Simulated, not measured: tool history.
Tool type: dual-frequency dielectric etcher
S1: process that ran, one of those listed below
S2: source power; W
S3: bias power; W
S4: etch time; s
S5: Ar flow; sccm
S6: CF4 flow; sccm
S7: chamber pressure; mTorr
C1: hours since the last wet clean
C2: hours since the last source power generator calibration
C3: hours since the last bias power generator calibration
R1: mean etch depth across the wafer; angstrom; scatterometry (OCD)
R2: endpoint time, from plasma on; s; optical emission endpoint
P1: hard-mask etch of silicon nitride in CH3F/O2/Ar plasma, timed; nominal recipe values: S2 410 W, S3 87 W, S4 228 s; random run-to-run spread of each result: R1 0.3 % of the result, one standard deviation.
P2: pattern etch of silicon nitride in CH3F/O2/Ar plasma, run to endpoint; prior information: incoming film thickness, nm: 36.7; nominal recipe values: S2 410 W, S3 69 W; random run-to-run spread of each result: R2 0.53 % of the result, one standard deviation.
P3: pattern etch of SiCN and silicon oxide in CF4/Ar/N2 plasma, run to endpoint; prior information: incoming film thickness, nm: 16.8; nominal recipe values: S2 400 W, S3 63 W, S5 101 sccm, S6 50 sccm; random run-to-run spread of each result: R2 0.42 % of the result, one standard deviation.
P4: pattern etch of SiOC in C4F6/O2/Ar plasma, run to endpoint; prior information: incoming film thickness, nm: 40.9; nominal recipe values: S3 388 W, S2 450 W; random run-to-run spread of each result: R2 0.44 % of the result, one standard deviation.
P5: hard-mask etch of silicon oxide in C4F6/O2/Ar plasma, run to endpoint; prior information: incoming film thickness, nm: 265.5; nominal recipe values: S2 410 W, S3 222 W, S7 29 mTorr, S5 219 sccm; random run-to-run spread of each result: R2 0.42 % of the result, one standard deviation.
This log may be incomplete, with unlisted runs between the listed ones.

run 1 day=0.129 | S1=P1 S2=410 S3=87 S4=228 | C1=293.6 C2=1099 C3=1141.8 | R1=1780.2
run 2 day=0.308 | S1=P3 S2=400 S3=63 S5=101 S6=50 | C1=297.9 C2=1103.3 C3=1146.1 | R2=24.28
run 3 day=0.579 | S1=P1 S2=410 S3=87 S4=228 | C1=304.4 C2=1109.8 C3=1152.6 | R1=1775.2
run 4 day=0.817 | S1=P1 S2=410 S3=87 S4=228 | C1=310.1 C2=1115.5 C3=1158.3 | R1=1779.2
run 5 day=0.967 | S1=P1 S2=410 S3=87 S4=228 | C1=313.7 C2=1119.1 C3=1161.9 | R1=1774.4
run 6 day=1.192 | S1=P1 S2=410 S3=120 S4=228 | C1=319.1 C2=1124.5 C3=1167.3 | R1=1994.3
run 7 day=1.442 | S1=P3 S2=400 S3=75 S5=101 S6=50 | C1=325.1 C2=1130.5 C3=1173.3 | R2=22.678
run 8 day=1.671 | S1=P2 S2=410 S3=69 | C1=330.6 C2=1136 C3=1178.8 | R2=53.234
run 9 day=1.833 | S1=P4 S2=450 S3=388 | C1=334.5 C2=1139.9 C3=1182.7 | R2=14.284
run 10 day=2.046 | S1=P5 S2=410 S3=222 S5=281 S7=29 | C1=339.6 C2=1145 C3=1187.8 | R2=73.376
run 11 day=2.275 | S1=P3 S2=400 S3=63 S5=140 S6=50 | C1=345.1 C2=1150.5 C3=1193.3 | R2=25.364
run 12 day=2.542 | S1=P3 S2=530 S3=63 S5=101 S6=50 | C1=351.5 C2=1156.9 C3=1199.7 | R2=18.755
run 13 day=2.775 | S1=P2 S2=410 S3=51 | C1=357.1 C2=1162.5 C3=1205.3 | R2=59.106
run 14 day=3.021 | S1=P1 S2=410 S3=56 S4=228 | C1=363 C2=1168.4 C3=1211.2 | R1=1522.1
run 15 day=3.262 | S1=P1 S2=410 S3=87 S4=228 | C1=368.8 C2=1174.2 C3=1217 | R1=1768.3
run 16 day=3.454 | S1=P1 S2=410 S3=87 S4=316.5 | C1=373.4 C2=1178.8 C3=1221.6 | R1=2463.5
run 17 day=3.688 | S1=P4 S2=580 S3=388 | C1=379 C2=1184.4 C3=1227.2 | R2=12.972
run 18 day=3.962 | S1=P5 S2=410 S3=313 S5=219 S7=29 | C1=385.6 C2=1191 C3=1233.8 | R2=62.939
run 19 day=4.088 | S1=P5 S2=270 S3=222 S5=219 S7=29 | C1=388.6 C2=1194 C3=1236.8 | R2=83.673
run 20 day=4.258 | S1=P1 S2=410 S3=87 S4=171.5 | C1=392.7 C2=1198.1 C3=1240.9 | R1=1334.7
run 21 day=4.467 | S1=P2 S2=520 S3=69 | C1=397.7 C2=1203.1 C3=1245.9 | R2=48.845
run 22 day=4.671 | S1=P1 S2=320 S3=87 S4=334.5 | C1=402.6 C2=1208 C3=1250.8 | R1=2371.8
run 23 day=4.904 | S1=P4 S2=450 S3=298 | C1=408.2 C2=1213.6 C3=1256.4 | R2=15.505
run 24 day=5.162 | S1=P5 S2=410 S3=222 S5=219 S7=29 | C1=414.4 C2=1219.8 C3=1262.6 | R2=71.564
run 25 day=5.371 | S1=P2 S2=410 S3=69 | C1=419.4 C2=1224.8 C3=1267.6 | R2=53.73
run 26 day=5.496 | S1=P4 S2=450 S3=388 | C1=422.4 C2=1227.8 C3=1270.6 | R2=14.355
run 27 day=5.712 | S1=P1 S2=410 S3=87 S4=228 | C1=427.6 C2=1233 C3=1275.8 | R1=1773
run 28 day=5.908 | S1=P1 S2=330 S3=87 S4=228 | C1=432.3 C2=1237.7 C3=1280.5 | R1=1642.2
run 29 day=6.129 | S1=P3 S2=400 S3=63 S5=101 S6=65 | C1=437.6 C2=1243 C3=1285.8 | R2=23.074
run 30 day=6.275 | S1=P1 S2=410 S3=64 S4=128.5 | C1=441.1 C2=1246.5 C3=1289.3 | R1=904.3
run 31 day=6.496 | S1=P5 S2=410 S3=222 S5=219 S7=37 | C1=446.4 C2=1251.8 C3=1294.6 | R2=73.75
run 32 day=6.633 | S1=P1 S2=410 S3=87 S4=228 | C1=449.7 C2=1255.1 C3=1297.9 | R1=1785.4
run 33 day=6.838 | S1=P1 S2=500 S3=87 S4=228 | C1=454.6 C2=1260 C3=1302.8 | R1=1922.4
run 34 day=7.004 | S1=P1 S2=410 S3=87 S4=228 | C1=458.6 C2=1264 C3=1306.8 | R1=1772.7
run 35 day=7.221 | S1=P1 S2=410 S3=87 S4=228 | C1=463.8 C2=1269.2 C3=1312 | R1=1774.2
run 36 day=7.388 | S1=P1 S2=410 S3=87 S4=228 | C1=467.8 C2=1273.2 C3=1316 | R1=1753.4
run 37 day=7.575 | S1=P1 S2=410 S3=87 S4=228 | C1=472.3 C2=1277.7 C3=1320.5 | R1=1759.7
run 38 day=7.75 | S1=P1 S2=410 S3=87 S4=228 | C1=476.5 C2=1281.9 C3=1324.7 | R1=1758.1
-- day=7.921 wet clean of the chamber
run 39 day=7.988 | S1=P1 S2=410 S3=87 S4=228 | C1=1.6 C2=1287.6 C3=1330.4 | R1=1751.6
run 40 day=8.238 | S1=P1 S2=410 S3=87 S4=228 | C1=7.6 C2=1293.6 C3=1336.4 | R1=1753.1
run 41 day=8.379 | S1=P1 S2=410 S3=87 S4=228 | C1=11 C2=1297 C3=1339.8 | R1=1744.7
run 42 day=8.583 | S1=P1 S2=410 S3=87 S4=228 | C1=15.9 C2=1301.9 C3=1344.7 | R1=1751.3
run 43 day=8.717 | S1=P1 S2=410 S3=87 S4=228 | C1=19.1 C2=1305.1 C3=1347.9 | R1=1748.9
run 44 day=8.925 | S1=P1 S2=410 S3=87 S4=228 | C1=24.1 C2=1310.1 C3=1352.9 | R1=1745.7
run 45 day=9.062 | S1=P1 S2=410 S3=87 S4=228 | C1=27.4 C2=1313.4 C3=1356.2 | R1=1754

P1 no longer gives what it gave before; its output has crept away from where it was. The following 2 causes, each at its listed size, fit the log equally well:
A: source power that arrives under what is set, % = 4.45
B: bias power that arrives under what is set, % = 4.7
The drift started at roughly day 7.004.
Other possible causes, and why each is ruled out:
chamber walls in a state that lowers the etch rate, %: serviced at day 7.921, which brought nothing back

Below are 4 check runs, each averaged over 2 wafers, with their results shown as question marks. Which of them would give clearly different results depending on which cause is behind the drift?
run check 1 day=9.2 | S1=P5 S2=410 S3=222 S5=219 S7=29 | R2=?
run check 2 day=9.2 | S1=P4 S2=450 S3=388 | R2=?
run check 3 day=9.2 | S1=P3 S2=400 S3=63 S5=101 S6=50 | R2=?
run check 4 day=9.2 | S1=P2 S2=410 S3=69 | R2=?

How each check would come out, cause by cause:
check=check_1 result=R2 if_A=72.65 if_B=72.524
check=check_2 result=R2 if_A=14.451 if_B=14.452
check=check_3 result=R2 if_A=25.011 if_B=24.437
check=check_4 result=R2 if_A=54.381 if_B=54.321
How far apart the two closest causes lie, in the result that separates them most: check 1 0.17 %; check 2 0.01 %; check 3 2.32 %; check 4 0.11 %
Check 3 tells the causes apart: in the others they would give nearly the same result.

Here is what check 3 returned: R2 24.438 s. Which cause is it?

It is B: bias power that arrives under what is set, %.
